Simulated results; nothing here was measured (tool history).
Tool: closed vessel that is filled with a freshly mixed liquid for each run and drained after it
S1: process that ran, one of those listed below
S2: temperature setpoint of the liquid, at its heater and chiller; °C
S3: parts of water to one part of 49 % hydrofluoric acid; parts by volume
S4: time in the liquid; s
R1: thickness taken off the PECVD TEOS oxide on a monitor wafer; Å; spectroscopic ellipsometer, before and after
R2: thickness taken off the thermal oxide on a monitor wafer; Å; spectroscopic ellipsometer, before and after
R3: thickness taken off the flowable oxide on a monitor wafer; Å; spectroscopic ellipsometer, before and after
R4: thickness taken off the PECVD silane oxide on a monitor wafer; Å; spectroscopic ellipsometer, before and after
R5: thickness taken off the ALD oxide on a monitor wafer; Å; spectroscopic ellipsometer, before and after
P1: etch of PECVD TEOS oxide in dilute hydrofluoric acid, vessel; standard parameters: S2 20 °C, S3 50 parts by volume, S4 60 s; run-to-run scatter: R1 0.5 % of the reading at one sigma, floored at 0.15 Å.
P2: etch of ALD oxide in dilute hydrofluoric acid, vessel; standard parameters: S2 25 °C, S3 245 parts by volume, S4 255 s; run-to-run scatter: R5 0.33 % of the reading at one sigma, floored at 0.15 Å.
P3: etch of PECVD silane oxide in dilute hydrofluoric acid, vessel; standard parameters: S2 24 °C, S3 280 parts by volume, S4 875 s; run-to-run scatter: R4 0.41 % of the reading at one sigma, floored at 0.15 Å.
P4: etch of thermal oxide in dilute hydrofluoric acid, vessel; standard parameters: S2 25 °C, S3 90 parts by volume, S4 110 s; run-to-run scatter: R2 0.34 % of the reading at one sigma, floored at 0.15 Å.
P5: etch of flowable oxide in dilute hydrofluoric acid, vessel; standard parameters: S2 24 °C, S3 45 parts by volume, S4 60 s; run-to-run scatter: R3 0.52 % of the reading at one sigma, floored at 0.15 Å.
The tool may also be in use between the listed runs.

| run | hour | S1 | S2 | S3 | S4 | R1 | R2 | R3 | R4 | R5 |
|---|---|---|---|---|---|---|---|---|---|---|
| 1 | 5.7 | P1 | 20 | 50 | 60 | 256.99 |  |  |  |  |
| 2 | 10.3 | P1 | 17 | 50 | 60 | 226.03 |  |  |  |  |
| 3 | 15.1 | P1 | 20 | 20 | 110 | 1220.4 |  |  |  |  |
| 4 | 23.4 | P4 | 25 | 90 | 175 |  | 97.346 |  |  |  |
| 5 | 32.8 | P4 | 32 | 90 | 110 |  | 80.545 |  |  |  |
| 6 | 37.3 | P5 | 19.5 | 45 | 60 |  |  | 359.2 |  |  |
| 7 | 44.2 | P3 | 24 | 280 | 1705 |  |  |  | 763.5 |  |
| 8 | 48.9 | P2 | 25 | 245 | 380 |  |  |  |  | 242.03 |
| 9 | 55.1 | P2 | 25 | 245 | 255 |  |  |  |  | 161.5 |
| 10 | 62.6 | P4 | 25 | 20 | 110 |  | 302.8 |  |  |  |
| 11 | 68.3 | P1 | 20 | 50 | 95 | 406.82 |  |  |  |  |
| 12 | 78.4 | P1 | 26.5 | 50 | 60 | 337.02 |  |  |  |  |
| 13 | 85.4 | P1 | 20 | 25 | 35 | 309.52 |  |  |  |  |
| 14 | 90.8 | P1 | 20 | 20 | 60 | 668.29 |  |  |  |  |
| 15 | 99.9 | P5 | 24 | 45 | 30 |  |  | 213.53 |  |  |
| 16 | 104.5 | P1 | 20 | 50 | 60 | 257.3 |  |  |  |  |
| 17 | 109 | P5 | 24 | 20 | 60 |  |  | 1012.1 |  |  |
| 18 | 116.7 | P5 | 24 | 45 | 60 |  |  | 433.73 |  |  |
| 19 | 123.5 | P1 | 20 | 50 | 30 | 128.87 |  |  |  |  |
| 20 | 133.4 | P3 | 24 | 455 | 875 |  |  |  | 206.1 |  |
| 21 | 140.5 | P3 | 24 | 280 | 875 |  |  |  | 392.83 |  |
| 22 | 148.6 | P4 | 25 | 90 | 110 |  | 61.664 |  |  |  |
| 23 | 155.2 | P1 | 20 | 50 | 60 | 258.6 |  |  |  |  |
| 24 | 162.2 | P2 | 25 | 60 | 255 |  |  |  |  | 823.63 |
| 25 | 167.7 | P1 | 20 | 50 | 60 | 257.7 |  |  |  |  |
| 26 | 177.1 | P2 | 25 | 245 | 255 |  |  |  |  | 161.09 |
| 27 | 186.1 | P1 | 17 | 70 | 60 | 157.74 |  |  |  |  |
| 28 | 193.8 | P3 | 17 | 280 | 875 |  |  |  | 305.8 |  |
| 29 | 202.6 | P2 | 17 | 245 | 255 |  |  |  |  | 119.14 |
| 30 | 212.4 | P1 | 20 | 50 | 60 | 257.6 |  |  |  |  |
| 31 | 221.1 | P1 | 20 | 90 | 60 | 137.85 |  |  |  |  |
| 32 | 226.8 | P5 | 24 | 45 | 60 |  |  | 439.34 |  |  |
| 33 | 231.6 | P1 | 20 | 50 | 60 | 256.44 |  |  |  |  |
| 34 | 236.5 | P1 | 20 | 50 | 60 | 253.32 |  |  |  |  |
| 35 | 244 | P1 | 20 | 50 | 60 | 242.19 |  |  |  |  |
| 36 | 251.4 | P1 | 20 | 50 | 60 | 241.94 |  |  |  |  |
| 37 | 259.2 | P1 | 20 | 50 | 60 | 240.6 |  |  |  |  |
| 38 | 267.7 | P1 | 20 | 50 | 60 | 239.08 |  |  |  |  |
| 39 | 275.9 | P1 | 20 | 50 | 60 | 237.81 |  |  |  |  |

Something has made what P1 gives creep away from where it was; the 2 causes below, each at its own stated size, fit the log equally well:
A: liquid colder than its thermometer reads (K) = 1.75
B: hydrofluoric acid flow below the setpoint (%) = 6.79
The creep began at about hour 231.6.

Listed below are the offered check runs, one wafer per run, with question marks in place of results. For which of them would the causes give clearly different outcomes?
| check 1 | 284.1 | P3 | 19.5 | 450 | 875 |  |  |  | ? |  |
| check 2 | 284.1 | P2 | 25 | 70 | 365 |  |  |  |  | ? |
| check 3 | 284.1 | P4 | 32 | 50 | 110 |  | ? |  |  |  |
| check 4 | 284.1 | P5 | 20.5 | 45 | 60 |  |  | ? |  |  |

Expected result of each check under each candidate cause:
| check | result | if A | if B |
|---|---|---|---|
| check 1 | R4 | 169.9 | 163.97 |
| check 2 | R5 | 925.52 | 919.8 |
| check 3 | R2 | 143.54 | 142.39 |
| check 4 | R3 | 346.75 | 346.9 |
How far apart the two closest causes lie, in the result that separates them most: check 1 3.55 %; check 2 0.62 %; check 3 0.81 %; check 4 0.05 %
Check 1 distinguishes between the causes, while the remaining checks would return nearly the same result for all of them.

The results of check 1 are: R4 169.45 Å. Based on these, which of the listed causes is it?

It is A: liquid colder than its thermometer reads (K).
